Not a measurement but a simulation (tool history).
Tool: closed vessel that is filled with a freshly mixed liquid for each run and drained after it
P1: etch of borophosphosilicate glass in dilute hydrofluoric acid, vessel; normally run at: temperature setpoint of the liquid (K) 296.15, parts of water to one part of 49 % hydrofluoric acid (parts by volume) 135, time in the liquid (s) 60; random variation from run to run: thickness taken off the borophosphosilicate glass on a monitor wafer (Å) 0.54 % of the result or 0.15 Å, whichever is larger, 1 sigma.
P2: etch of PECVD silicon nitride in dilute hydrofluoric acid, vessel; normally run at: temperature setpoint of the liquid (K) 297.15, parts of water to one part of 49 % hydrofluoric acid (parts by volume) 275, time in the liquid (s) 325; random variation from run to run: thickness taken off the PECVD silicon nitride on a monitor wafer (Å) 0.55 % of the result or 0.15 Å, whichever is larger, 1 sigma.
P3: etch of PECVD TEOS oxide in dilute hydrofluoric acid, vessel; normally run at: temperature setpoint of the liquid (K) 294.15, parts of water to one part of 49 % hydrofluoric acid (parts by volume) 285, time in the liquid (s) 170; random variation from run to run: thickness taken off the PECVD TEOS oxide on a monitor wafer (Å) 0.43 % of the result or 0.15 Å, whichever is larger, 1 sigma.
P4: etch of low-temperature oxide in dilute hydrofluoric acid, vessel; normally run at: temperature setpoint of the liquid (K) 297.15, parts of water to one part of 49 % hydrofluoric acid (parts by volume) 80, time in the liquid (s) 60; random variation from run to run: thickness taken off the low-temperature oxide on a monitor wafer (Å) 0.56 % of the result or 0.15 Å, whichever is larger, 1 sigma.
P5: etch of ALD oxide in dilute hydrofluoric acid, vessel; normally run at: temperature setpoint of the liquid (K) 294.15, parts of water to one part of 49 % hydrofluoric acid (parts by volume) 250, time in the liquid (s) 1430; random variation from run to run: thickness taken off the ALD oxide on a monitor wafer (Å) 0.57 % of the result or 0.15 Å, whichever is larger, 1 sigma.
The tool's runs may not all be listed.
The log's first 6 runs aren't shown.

run	day	process that ran	temperature setpoint of the liquid (K)	parts of water to one part of 49 % hydrofluoric acid (parts by volume)	time in the liquid (s)	hours since the thermometer was replaced	hours since the hydrofluoric acid flow meter was replaced	thickness taken off the borophosphosilicate glass on a monitor wafer (Å)	thickness taken off the PECVD silicon nitride on a monitor wafer (Å)	thickness taken off the ALD oxide on a monitor wafer (Å)	thickness taken off the low-temperature oxide on a monitor wafer (Å)	thickness taken off the PECVD TEOS oxide on a monitor wafer (Å)
7	1.704	P3	290.15	285	170	1169.1	1736.2					53.985
8	2.012	P4	297.15	80	60	1176.5	1743.6				131.72	
9	2.275	P1	296.15	135	60	1182.8	1749.9	195.480				
10	2.517	P1	296.15	135	30	1188.6	1755.7	99.195				
11	2.708	P3	294.15	285	170	1193.2	1760.3					62.466
# day 2.871: hydrofluoric acid flow meter replaced
12	2.983	P5	294.15	250	1430	1199.8	2.8			449.77		
13	3.125	P1	304.15	135	60	1203.2	6.2	263.340				
14	3.308	P1	290.15	135	60	1207.6	10.6	153.560				
15	3.446	P1	296.15	135	60	1210.9	13.9	195.040				
16	3.604	P3	294.15	285	170	1214.7	17.7					62.561
17	3.883	P3	294.15	80	170	1221.4	24.4					275.130
18	4.058	P1	296.15	85	60	1225.6	28.6	329.810				
19	4.233	P4	297.15	45	60	1229.8	32.8				247.42	
20	4.396	P1	296.15	235	90	1233.7	36.7	151.900				
21	4.704	P1	303.15	135	35	1241.1	44.1	149.290				
22	4.950	P2	297.15	85	325	1247.0	50.0		133.560			
23	5.154	P5	294.15	250	2060	1251.9	54.9			638.11		
24	5.292	P3	294.15	285	40	1255.2	58.2					14.767
25	5.575	P1	296.15	135	95	1262.0	65.0	310.040				
26	5.788	P5	294.15	140	1430	1267.1	70.1			879.35		
27	5.929	P1	296.15	135	60	1270.5	73.5	196.140				

Forecast run 28:
28	6.188	P4	297.15	80	60	1276.7	79.7				?	

thickness taken off the low-temperature oxide on a monitor wafer (Å): 132.62
